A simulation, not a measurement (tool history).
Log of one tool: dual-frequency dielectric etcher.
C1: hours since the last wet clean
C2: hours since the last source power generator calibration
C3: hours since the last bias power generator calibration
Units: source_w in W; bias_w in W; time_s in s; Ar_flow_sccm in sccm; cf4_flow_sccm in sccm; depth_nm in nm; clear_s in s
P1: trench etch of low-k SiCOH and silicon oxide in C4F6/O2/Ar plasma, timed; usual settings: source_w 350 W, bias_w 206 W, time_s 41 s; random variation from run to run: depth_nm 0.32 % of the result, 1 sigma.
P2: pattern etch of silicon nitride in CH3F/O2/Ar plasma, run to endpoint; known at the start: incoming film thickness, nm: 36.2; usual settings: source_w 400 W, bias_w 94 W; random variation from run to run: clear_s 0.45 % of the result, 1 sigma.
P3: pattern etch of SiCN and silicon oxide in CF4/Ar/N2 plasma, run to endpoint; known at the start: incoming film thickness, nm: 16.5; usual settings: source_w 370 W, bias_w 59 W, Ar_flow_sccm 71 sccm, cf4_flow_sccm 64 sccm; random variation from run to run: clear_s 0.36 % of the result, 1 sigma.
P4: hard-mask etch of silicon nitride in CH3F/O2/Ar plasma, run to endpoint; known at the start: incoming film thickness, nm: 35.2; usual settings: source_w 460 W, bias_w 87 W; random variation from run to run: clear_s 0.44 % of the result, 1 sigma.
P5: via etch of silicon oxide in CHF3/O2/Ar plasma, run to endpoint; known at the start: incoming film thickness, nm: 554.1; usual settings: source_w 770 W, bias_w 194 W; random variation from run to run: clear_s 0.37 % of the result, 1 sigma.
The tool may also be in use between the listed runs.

{"run": 1, "hour": 10.1, "process": "P1", "source_w": 350, "bias_w": 206, "time_s": 41, "C1": 193.3, "C2": 305.9, "C3": 1416.2, "depth_nm": 123.43}
{"run": 2, "hour": 18.1, "process": "P1", "source_w": 430, "bias_w": 206, "time_s": 25, "C1": 201.3, "C2": 313.9, "C3": 1424.2, "depth_nm": 81.744}
{"run": 3, "hour": 24.7, "process": "P1", "source_w": 350, "bias_w": 206, "time_s": 41, "C1": 207.9, "C2": 320.5, "C3": 1430.8, "depth_nm": 124.03}
{"run": 4, "hour": 35.1, "process": "P2", "source_w": 510, "bias_w": 94, "C1": 218.3, "C2": 330.9, "C3": 1441.2, "clear_s": 43.364}
{"run": 5, "hour": 44.7, "process": "P5", "source_w": 950, "bias_w": 194, "C1": 227.9, "C2": 340.5, "C3": 1450.8, "clear_s": 234.08}
{"run": 6, "hour": 50.8, "process": "P1", "source_w": 350, "bias_w": 165, "time_s": 41, "C1": 234, "C2": 346.6, "C3": 1456.9, "depth_nm": 115.13}
{"run": 7, "hour": 57.6, "process": "P1", "source_w": 350, "bias_w": 206, "time_s": 60.5, "C1": 240.8, "C2": 353.4, "C3": 1463.7, "depth_nm": 181.85}
{"run": 8, "hour": 65.8, "process": "P5", "source_w": 770, "bias_w": 259, "C1": 249, "C2": 361.6, "C3": 1471.9, "clear_s": 230.83}
{"run": 9, "hour": 72.8, "process": "P3", "source_w": 370, "bias_w": 81, "Ar_flow_sccm": 71, "cf4_flow_sccm": 64, "C1": 256, "C2": 368.6, "C3": 1478.9, "clear_s": 21.54}
{"run": 10, "hour": 85.6, "process": "P1", "source_w": 350, "bias_w": 206, "time_s": 23, "C1": 268.8, "C2": 381.4, "C3": 1491.7, "depth_nm": 69.431}
{"run": 11, "hour": 94.2, "process": "P2", "source_w": 400, "bias_w": 55, "C1": 277.4, "C2": 390, "C3": 1500.3, "clear_s": 56.547}
{"run": 12, "hour": 102.2, "process": "P1", "source_w": 200, "bias_w": 206, "time_s": 41, "C1": 285.4, "C2": 398, "C3": 1508.3, "depth_nm": 99.996}
{"run": 13, "hour": 109.4, "process": "P3", "source_w": 230, "bias_w": 59, "Ar_flow_sccm": 71, "cf4_flow_sccm": 64, "C1": 292.6, "C2": 405.2, "C3": 1515.5, "clear_s": 36.431}
{"run": 14, "hour": 121.3, "process": "P1", "source_w": 350, "bias_w": 247, "time_s": 41, "C1": 304.5, "C2": 417.1, "C3": 1527.4, "depth_nm": 131.24}
{"run": 15, "hour": 134.7, "process": "P1", "source_w": 350, "bias_w": 206, "time_s": 41, "C1": 317.9, "C2": 430.5, "C3": 1540.8, "depth_nm": 123.38}
{"run": 16, "hour": 142.1, "process": "P4", "source_w": 460, "bias_w": 60, "C1": 325.3, "C2": 437.9, "C3": 1548.2, "clear_s": 51.309}
{"run": 17, "hour": 150.7, "process": "P1", "source_w": 350, "bias_w": 206, "time_s": 41, "C1": 333.9, "C2": 446.5, "C3": 1556.8, "depth_nm": 123.72}
{"run": 18, "hour": 163.5, "process": "P5", "source_w": 770, "bias_w": 194, "C1": 346.7, "C2": 459.3, "C3": 1569.6, "clear_s": 253.18}
{"run": 19, "hour": 172.2, "process": "P1", "source_w": 460, "bias_w": 206, "time_s": 41, "C1": 355.4, "C2": 468, "C3": 1578.3, "depth_nm": 136.89}
{"run": 20, "hour": 183.8, "process": "P1", "source_w": 350, "bias_w": 206, "time_s": 41, "C1": 367, "C2": 479.6, "C3": 1589.9, "depth_nm": 123.98}
{"run": 21, "hour": 190.9, "process": "P1", "source_w": 350, "bias_w": 151, "time_s": 27.5, "C1": 374.1, "C2": 486.7, "C3": 1597, "depth_nm": 75.025}
{"run": 22, "hour": 201.6, "process": "P2", "source_w": 400, "bias_w": 94, "C1": 384.8, "C2": 497.4, "C3": 1607.7, "clear_s": 47.561}
{"run": 23, "hour": 211.5, "process": "P4", "source_w": 460, "bias_w": 87, "C1": 394.7, "C2": 507.3, "C3": 1617.6, "clear_s": 45.094}
{"run": 24, "hour": 221.2, "process": "P3", "source_w": 370, "bias_w": 59, "Ar_flow_sccm": 48, "cf4_flow_sccm": 64, "C1": 404.4, "C2": 517, "C3": 1627.3, "clear_s": 22.717}
{"run": 25, "hour": 229.1, "process": "P1", "source_w": 350, "bias_w": 206, "time_s": 41, "C1": 412.3, "C2": 524.9, "C3": 1635.2, "depth_nm": 123.29}
{"run": 26, "hour": 236.2, "process": "P3", "source_w": 370, "bias_w": 59, "Ar_flow_sccm": 71, "cf4_flow_sccm": 64, "C1": 419.4, "C2": 532, "C3": 1642.3, "clear_s": 23.861}
{"hour": 247.0, "done": "bias power generator calibrated"}
{"run": 27, "hour": 247.6, "process": "P3", "source_w": 370, "bias_w": 59, "Ar_flow_sccm": 71, "cf4_flow_sccm": 78, "C1": 430.8, "C2": 543.4, "C3": 0.6, "clear_s": 23.344}
{"run": 28, "hour": 254.6, "process": "P4", "source_w": 620, "bias_w": 87, "C1": 437.8, "C2": 550.4, "C3": 7.6, "clear_s": 40.371}
{"run": 29, "hour": 266.2, "process": "P5", "source_w": 770, "bias_w": 194, "C1": 449.4, "C2": 562, "C3": 19.2, "clear_s": 254.91}
{"run": 30, "hour": 278.0, "process": "P1", "source_w": 350, "bias_w": 206, "time_s": 41, "C1": 461.2, "C2": 573.8, "C3": 31, "depth_nm": 123.82}
{"run": 31, "hour": 291.4, "process": "P1", "source_w": 350, "bias_w": 206, "time_s": 41, "C1": 474.6, "C2": 587.2, "C3": 44.4, "depth_nm": 124.21}
{"run": 32, "hour": 304.3, "process": "P1", "source_w": 350, "bias_w": 206, "time_s": 41, "C1": 487.5, "C2": 600.1, "C3": 57.3, "depth_nm": 124.86}
{"run": 33, "hour": 314.9, "process": "P1", "source_w": 350, "bias_w": 206, "time_s": 41, "C1": 498.1, "C2": 610.7, "C3": 67.9, "depth_nm": 124.49}
{"run": 34, "hour": 321.5, "process": "P1", "source_w": 350, "bias_w": 206, "time_s": 41, "C1": 504.7, "C2": 617.3, "C3": 74.5, "depth_nm": 124.87}
{"hour": 330.3, "done": "wet clean of the chamber"}
{"run": 35, "hour": 331.4, "process": "P1", "source_w": 350, "bias_w": 206, "time_s": 41, "C1": 1.1, "C2": 627.2, "C3": 84.4, "depth_nm": 124.93}
{"run": 36, "hour": 341.4, "process": "P1", "source_w": 350, "bias_w": 206, "time_s": 41, "C1": 11.1, "C2": 637.2, "C3": 94.4, "depth_nm": 125.6}
{"run": 37, "hour": 348.3, "process": "P1", "source_w": 350, "bias_w": 206, "time_s": 41, "C1": 18, "C2": 644.1, "C3": 101.3, "depth_nm": 126.01}
{"run": 38, "hour": 355.8, "process": "P1", "source_w": 350, "bias_w": 206, "time_s": 41, "C1": 25.5, "C2": 651.6, "C3": 108.8, "depth_nm": 125.6}
{"run": 39, "hour": 363.5, "process": "P1", "source_w": 350, "bias_w": 206, "time_s": 41, "C1": 33.2, "C2": 659.3, "C3": 116.5, "depth_nm": 125.67}
{"run": 40, "hour": 376.5, "process": "P1", "source_w": 350, "bias_w": 206, "time_s": 41, "C1": 46.2, "C2": 672.3, "C3": 129.5, "depth_nm": 125.69}
{"run": 41, "hour": 387.3, "process": "P1", "source_w": 350, "bias_w": 206, "time_s": 41, "C1": 57, "C2": 683.1, "C3": 140.3, "depth_nm": 125.55}

What P1 gives has crept away from where it was. These 2 causes fit the log equally well, each at the size given:
A: bias power that arrives over what is set, % = 4.9
B: source power that arrives over what is set, % = 4.17
The creep began at about hour 278.
Why every other cause is out:
chamber walls in a state that raises the etch rate, %: serviced at hour 330.3, which brought nothing back

4 check runs are offered, each on 2 wafers whose results are averaged, their results left as question marks. Which one tells the causes apart?
{"run": "check 1", "hour": 398.1, "process": "P5", "source_w": 770, "bias_w": 194, "clear_s": "?"}
{"run": "check 2", "hour": 398.1, "process": "P2", "source_w": 400, "bias_w": 94, "clear_s": "?"}
{"run": "check 3", "hour": 398.1, "process": "P4", "source_w": 460, "bias_w": 87, "clear_s": "?"}
{"run": "check 4", "hour": 398.1, "process": "P3", "source_w": 370, "bias_w": 59, "Ar_flow_sccm": 71, "cf4_flow_sccm": 64, "clear_s": "?"}

What each check would give under each cause:
check=check_1 result=clear_s if_A=250.74 if_B=250.86
check=check_2 result=clear_s if_A=46.469 if_B=46.569
check=check_3 result=clear_s if_A=44.41 if_B=44.481
check=check_4 result=clear_s if_A=23.512 if_B=23.019
How far apart the two closest causes lie, in the result that separates them most: check 1 0.05 %; check 2 0.22 %; check 3 0.16 %; check 4 2.12 %
Check 4 tells the causes apart: in the others they would give nearly the same result.

Then check 4 was run and gave: clear_s 23.498 s. Which cause is it?

It is A: bias power that arrives over what is set, %.
